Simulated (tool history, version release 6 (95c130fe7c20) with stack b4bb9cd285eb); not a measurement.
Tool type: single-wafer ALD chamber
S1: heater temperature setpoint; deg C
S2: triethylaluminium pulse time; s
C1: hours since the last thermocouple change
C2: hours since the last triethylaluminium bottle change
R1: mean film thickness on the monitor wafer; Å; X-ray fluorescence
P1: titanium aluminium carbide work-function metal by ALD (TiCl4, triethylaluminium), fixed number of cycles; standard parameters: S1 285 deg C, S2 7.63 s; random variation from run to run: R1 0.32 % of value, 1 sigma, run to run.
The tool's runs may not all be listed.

{"run": 1, "hour": 7.9, "S1": 285, "S2": 7.63, "C1": 1954.5, "C2": 946.7, "R1": 18.506}
{"run": 2, "hour": 16.4, "S1": 285, "S2": 7.63, "C1": 1963.0, "C2": 955.2, "R1": 18.703}
{"run": 3, "hour": 21.4, "S1": 266, "S2": 3.71, "C1": 1968.0, "C2": 960.2, "R1": 13.216}
{"run": 4, "hour": 28.8, "S1": 268, "S2": 7.63, "C1": 1975.4, "C2": 967.6, "R1": 17.174}
{"run": 5, "hour": 33.4, "S1": 272, "S2": 12.33, "C1": 1980.0, "C2": 972.2, "R1": 18.64}
{"run": 6, "hour": 41.2, "S1": 285, "S2": 7.63, "C1": 1987.8, "C2": 980.0, "R1": 18.593}
{"run": 7, "hour": 47.7, "S1": 285, "S2": 7.63, "C1": 1994.3, "C2": 986.5, "R1": 18.611}
{"run": 8, "hour": 53.4, "S1": 285, "S2": 3.25, "C1": 2000.0, "C2": 992.2, "R1": 13.494}
{"run": 9, "hour": 59.4, "S1": 295, "S2": 10.52, "C1": 2006.0, "C2": 998.2, "R1": 20.457}
{"run": 10, "hour": 67.1, "S1": 285, "S2": 11.33, "C1": 2013.7, "C2": 1005.9, "R1": 19.725}
{"run": 11, "hour": 73.0, "S1": 306, "S2": 7.63, "C1": 2019.6, "C2": 1011.8, "R1": 20.428}
{"run": 12, "hour": 78.5, "S1": 285, "S2": 7.63, "C1": 2025.1, "C2": 1017.3, "R1": 18.653}
{"run": 13, "hour": 84.8, "S1": 285, "S2": 7.63, "C1": 2031.4, "C2": 1023.6, "R1": 18.619}
{"run": 14, "hour": 92.9, "S1": 285, "S2": 7.63, "C1": 2039.5, "C2": 1031.7, "R1": 18.343}
{"run": 15, "hour": 97.4, "S1": 285, "S2": 7.63, "C1": 2044.0, "C2": 1036.2, "R1": 18.28}
{"run": 16, "hour": 106.9, "S1": 285, "S2": 7.63, "C1": 2053.5, "C2": 1045.7, "R1": 18.142}
{"run": 17, "hour": 112.4, "S1": 285, "S2": 7.63, "C1": 2059.0, "C2": 1051.2, "R1": 18.161}
{"run": 18, "hour": 117.5, "S1": 285, "S2": 7.63, "C1": 2064.1, "C2": 1056.3, "R1": 18.146}
{"run": 19, "hour": 125.5, "S1": 285, "S2": 7.63, "C1": 2072.1, "C2": 1064.3, "R1": 18.13}

P1 has crept away from where it was. The log is fitted equally well by each of these 2 causes, at the sizes shown:
A: wafer temperature below the value expected at the setpoint (K) = 5.6
B: triethylaluminium dose below that of a fresh bottle (%) = 10.8
Onset of the creep was near hour 84.8.

Listed below are the offered check runs, one wafer per run, with question marks in place of results. For which of them would the causes give clearly different outcomes?
{"run": "check 1", "hour": 133.5, "S1": 296, "S2": 7.63, "R1": "?"}
{"run": "check 2", "hour": 133.5, "S1": 302, "S2": 7.63, "R1": "?"}
{"run": "check 3", "hour": 133.5, "S1": 271, "S2": 7.63, "R1": "?"}
{"run": "check 4", "hour": 133.5, "S1": 285, "S2": 4.15, "R1": "?"}

Predicted outcomes, by check and by cause:
check=check_1 result=R1 if_A=19.060 if_B=19.043
check=check_2 result=R1 if_A=19.576 if_B=19.548
check=check_3 result=R1 if_A=16.946 if_B=16.971
check=check_4 result=R1 if_A=14.861 if_B=14.450
Per-check spread between the two closest causes, in the result where they differ most: check 1 0.09 %; check 2 0.14 %; check 3 0.14 %; check 4 2.8 %
Check 4 is the one run that separates the causes; every other check would come out nearly the same whichever cause is at work.

Running check 4 produced the following: R1 14.866 Å. Which one of the listed causes fits?

It was cause A: wafer temperature below the value expected at the setpoint (K).
